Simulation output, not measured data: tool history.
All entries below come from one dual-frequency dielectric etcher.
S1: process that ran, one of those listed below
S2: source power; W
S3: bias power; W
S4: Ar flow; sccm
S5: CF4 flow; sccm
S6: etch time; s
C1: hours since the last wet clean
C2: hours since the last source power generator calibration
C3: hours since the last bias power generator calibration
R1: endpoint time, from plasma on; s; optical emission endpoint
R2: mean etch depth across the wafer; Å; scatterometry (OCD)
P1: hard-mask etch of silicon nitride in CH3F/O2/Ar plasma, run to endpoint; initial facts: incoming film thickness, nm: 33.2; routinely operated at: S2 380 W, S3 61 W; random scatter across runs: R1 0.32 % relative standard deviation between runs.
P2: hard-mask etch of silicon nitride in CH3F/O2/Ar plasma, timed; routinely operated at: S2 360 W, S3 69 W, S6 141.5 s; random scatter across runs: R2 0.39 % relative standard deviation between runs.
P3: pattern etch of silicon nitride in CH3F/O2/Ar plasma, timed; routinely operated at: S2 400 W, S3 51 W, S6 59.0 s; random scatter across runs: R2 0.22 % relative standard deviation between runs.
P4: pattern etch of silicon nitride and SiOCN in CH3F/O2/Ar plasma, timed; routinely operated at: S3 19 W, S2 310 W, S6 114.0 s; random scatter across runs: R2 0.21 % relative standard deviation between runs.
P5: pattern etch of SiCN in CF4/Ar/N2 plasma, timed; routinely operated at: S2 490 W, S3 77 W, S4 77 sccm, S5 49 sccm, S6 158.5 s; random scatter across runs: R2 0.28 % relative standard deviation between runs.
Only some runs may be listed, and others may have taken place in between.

run,hour,S1,S2,S3,S4,S5,S6,C1,C2,C3,R1,R2
1,9.6,P1,380,61,,,,251.0,1175.6,2127.4,52.973,
2,15.8,P5,580,77,77,49,158.5,257.2,1181.8,2133.6,,1702.800
3,23.7,P1,380,61,,,,265.1,1189.7,2141.5,53.186,
4,32.1,P1,530,61,,,,273.5,1198.1,2149.9,46.329,
5,41.7,P1,450,74,,,,283.1,1207.7,2159.5,46.149,
6,50.7,P1,380,47,,,,292.1,1216.7,2168.5,57.217,
7,57.0,P5,490,77,105,49,158.5,298.4,1223.0,2174.8,,1404.300
8,66.4,P2,360,93,,,141.5,307.8,1232.4,2184.2,,1064.900
9,74.8,P1,530,81,,,,316.2,1240.8,2192.6,42.245,
10,80.3,P5,490,55,77,49,158.5,321.7,1246.3,2198.1,,1314.300
11,88.4,P5,490,77,77,67,158.5,329.8,1254.4,2206.2,,1540.900
12,94.8,P4,310,19,,,114.0,336.2,1260.8,2212.6,,131.790
13,102.6,P5,490,77,77,49,101.0,344.0,1268.6,2220.4,,937.960
14,107.8,P2,360,69,,,141.5,349.2,1273.8,2225.6,,964.260
15,117.0,P5,490,77,77,49,158.5,358.4,1283.0,2234.8,,1470.200
16,125.8,P4,310,14,,,114.0,367.2,1291.8,2243.6,,116.190
17,133.2,P4,230,19,,,114.0,374.6,1299.2,2251.0,,119.230
18,137.9,P1,380,61,,,,379.3,1303.9,2255.7,52.867,
19,144.1,P1,280,61,,,,385.5,1310.1,2261.9,59.542,
20,153.1,P1,380,73,,,,394.5,1319.1,2270.9,49.668,
21,160.3,P3,400,51,,,44.5,401.7,1326.3,2278.1,,283.230
22,169.1,P3,400,33,,,59.0,410.5,1335.1,2286.9,,332.050
23,174.3,P1,380,61,,,,415.7,1340.3,2292.1,52.505,
24,183.4,P3,240,51,,,59.0,424.8,1349.4,2301.2,,309.670
25,188.9,P2,360,69,,,181.5,430.3,1354.9,2306.7,,1221.400
26,197.0,P4,310,19,,,80.5,438.4,1363.0,2314.8,,92.977
27,204.9,P5,490,77,77,49,158.5,446.3,1370.9,2322.7,,1475.900
28,212.6,P2,240,69,,,141.5,454.0,1378.6,2330.4,,818.160
29,222.3,P3,400,51,,,59.0,463.7,1388.3,2340.1,,377.360
30,230.6,P1,380,61,,,,472.0,1396.6,2348.4,52.612,
31,240.2,P1,380,61,,,,481.6,1406.2,2358.0,52.050,
# hour 249.2: wet clean of the chamber
32,249.9,P1,380,61,,,,0.7,1415.9,2367.7,52.178,
33,259.6,P1,380,61,,,,10.4,1425.6,2377.4,52.175,
34,267.7,P1,380,61,,,,18.5,1433.7,2385.5,52.019,
35,275.9,P1,380,61,,,,26.7,1441.9,2393.7,51.935,
36,281.5,P1,380,61,,,,32.3,1447.5,2399.3,51.712,

P1 no longer gives what it gave before; its output has crept away from where it was. The following 2 causes, each at its listed size, fit the log equally well:
A: source power that arrives over what is set, % = 4.32
B: bias power that arrives over what is set, % = 4.99
The gradual shift began around hour 230.6.
Every other cause this tool's parts could produce, and why it does not fit the log:
chamber walls in a state that raises the etch rate, %: serviced at hour 249.2, which brought nothing back

4 check runs are offered, one wafer each, their results left as question marks. Which one tells the causes apart?
check 1,287.1,P5,490,57,77,49,131.0,,,,,?
check 2,287.1,P3,400,41,,,59.0,,,,,?
check 3,287.1,P2,250,69,,,141.5,,,,,?
check 4,287.1,P4,310,14,,,114.0,,,,,?

What each check would give under each cause:
check,result,if A,if B
check 1,R2,1138.000,1114.200
check 2,R2,358.700,357.900
check 3,R2,847.330,848.460
check 4,R2,117.810,118.380
Per-check spread between the two closest causes, in the result where they differ most: check 1 2.11 %; check 2 0.22 %; check 3 0.13 %; check 4 0.48 %
Only in check 1 would the causes give clearly different results; in the remaining checks their results would be nearly the same.

Running check 1 produced the following: R2 1119.700 Å. Which one of the listed causes fits?

The correct cause is B, namely: bias power that arrives over what is set, %.
